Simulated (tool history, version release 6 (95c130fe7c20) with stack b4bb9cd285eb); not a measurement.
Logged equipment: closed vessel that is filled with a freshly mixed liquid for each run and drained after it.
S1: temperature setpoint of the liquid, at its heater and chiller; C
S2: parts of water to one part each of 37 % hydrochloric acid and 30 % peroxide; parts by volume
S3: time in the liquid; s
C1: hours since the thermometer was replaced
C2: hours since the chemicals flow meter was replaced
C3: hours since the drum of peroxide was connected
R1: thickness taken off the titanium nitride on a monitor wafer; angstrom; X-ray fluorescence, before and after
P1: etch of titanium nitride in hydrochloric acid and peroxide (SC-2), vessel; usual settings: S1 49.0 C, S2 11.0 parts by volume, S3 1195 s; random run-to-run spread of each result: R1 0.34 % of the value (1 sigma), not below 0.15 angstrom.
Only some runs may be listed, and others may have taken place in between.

run   hour    S1    S2    S3     C1     C2     C3        R1
  1   11.0  49.0  11.0  1195  112.0  661.2  240.9  201.0600
  2   16.3  49.0  11.0  1195  117.3  666.5  246.2  200.0300
  3   23.1  49.0  11.0  1195  124.1  673.3  253.0  199.5400
  4   28.2  63.5  11.0  1195  129.2  678.4  258.1  509.7700
  5   39.0  38.0  11.0    90  140.0  689.2  268.9    7.0395
  6   44.3  49.0  11.0  2035  145.3  694.5  274.2  340.7700
  7   54.3  59.0  11.0   735  155.3  704.5  284.2  234.6300
  8   61.2  49.0  11.0    75  162.2  711.4  291.1   12.8080
  9   68.1  49.0   4.0  1195  169.1  718.3  298.0  432.3300
 10   77.7  35.0  11.0  1195  178.7  727.9  307.6   74.3040
 11   84.3  49.0  11.0  1195  185.3  734.5  314.2  199.0900
 12   91.5  49.0  11.0  1195  192.5  741.7  321.4  200.4200
 13   97.2  49.0  11.0  1195  198.2  747.4  327.1  199.6800
 14  102.5  49.0   6.0  1830  203.5  752.7  332.4  498.8000
 15  112.0  49.0  19.5  1195  213.0  762.2  341.9  121.0900
 16  119.7  49.0  11.0  1195  220.7  769.9  349.6  199.9100
 17  126.3  49.0  11.0  1195  227.3  776.5  356.2  207.4400
 18  133.7  49.0  11.0  1195  234.7  783.9  363.6  211.2700
 19  142.7  49.0  11.0  1195  243.7  792.9  372.6  215.2200
 20  152.7  49.0  11.0  1195  253.7  802.9  382.6  215.6600
 21  159.5  49.0  11.0  1195  260.5  809.7  389.4  215.8300
 22  166.3  49.0  11.0  1195  267.3  816.5  396.2  216.7600

The output of P1 has drifted from where it used to be. Each of the 2 causes below, taken at the size shown beside it, accounts for the log equally well:
A: liquid hotter than its thermometer reads (K) = 1.18
B: chemicals flow above the setpoint (%) = 9.81
At approximately hour 119.7, the process output began to creep.
What rules out each remaining cause:
peroxide weaker than its label (%): 8 at the very most, moving R1 by -7.4 %, which is either too weak or the wrong sign

4 check runs are offered, each on 2 wafers whose results are averaged, their results left as question marks. Which one tells the causes apart?
check 1  173.1  42.0  11.0   120               ?
check 2  173.1  41.0   4.0  1195               ?
check 3  173.1  56.5  11.0   125               ?
check 4  173.1  35.0  18.5  1195               ?

Check results expected under each cause:
  check  result      if A      if B
check 1      R1   13.4860   13.4350
check 2      R1  271.3700  265.5700
check 3      R1   36.8630   36.9850
check 4      R1   51.7540   51.6450
Per-check spread between the two closest causes, in the result where they differ most: check 1 0.38 %; check 2 2.16 %; check 3 0.33 %; check 4 0.21 %
Only check 2 tells the causes apart: in the others they would give nearly the same result.

Check 2 was carried out, with these results: R1 272.1500 angstrom. Which of the listed causes is responsible?

The correct cause is A, namely: liquid hotter than its thermometer reads (K).
